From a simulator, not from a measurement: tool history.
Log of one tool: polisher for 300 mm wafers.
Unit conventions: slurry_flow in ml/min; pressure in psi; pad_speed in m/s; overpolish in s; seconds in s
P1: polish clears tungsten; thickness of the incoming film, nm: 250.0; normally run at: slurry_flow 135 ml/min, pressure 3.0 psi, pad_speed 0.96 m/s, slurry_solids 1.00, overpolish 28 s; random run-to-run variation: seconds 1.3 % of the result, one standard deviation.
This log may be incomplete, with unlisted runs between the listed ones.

run	day	slurry_flow	pressure	pad_speed	slurry_solids	overpolish	seconds
1	0.488	135	3.0	0.96	1.00	28	64.090
2	0.812	135	1.7	0.96	1.00	28	112.650
3	1.142	195	3.0	0.96	0.55	28	68.908
4	1.538	135	3.0	0.96	1.00	28	64.639
5	2.050	135	3.0	0.96	1.00	28	63.179
6	2.446	135	3.0	0.96	0.70	28	69.950
7	2.925	135	3.0	0.96	1.00	28	62.863
8	3.521	210	3.0	0.96	1.00	28	58.721
9	4.117	135	3.0	0.50	1.00	28	123.250
10	4.717	80	3.0	0.96	1.00	28	72.364
11	5.046	135	4.4	0.96	1.00	28	44.418
12	5.492	135	3.0	1.20	1.00	28	51.653
13	5.771	190	3.0	0.96	1.00	8	60.478
14	6.092	135	3.0	0.96	1.30	28	60.556
15	6.596	135	3.0	0.96	1.00	8	64.053
16	6.892	135	3.0	0.96	1.00	55	63.902
17	7.454	135	3.0	0.96	1.00	28	63.572
18	7.767	135	3.0	0.96	1.00	28	65.434
19	8.092	135	3.0	0.96	1.00	28	64.771
20	8.638	135	3.0	0.96	1.00	28	68.233
21	9.254	135	3.0	0.96	1.00	28	69.050
22	9.821	135	3.0	0.96	1.00	28	69.773
# day 10.142: worn pad replaced by a new one
23	10.250	135	3.0	0.96	1.00	28	69.802
# day 10.654: head pressure recalibrated
# day 10.717: slurry blender recalibrated
24	10.850	135	3.0	0.96	1.00	28	71.713
25	11.321	135	3.0	0.96	1.00	28	71.184

Run 26 comes next. What will it give?
26	11.783	135	3.0	0.96	1.00	28	?

For run 26 the tool returned seconds 68.757 s.
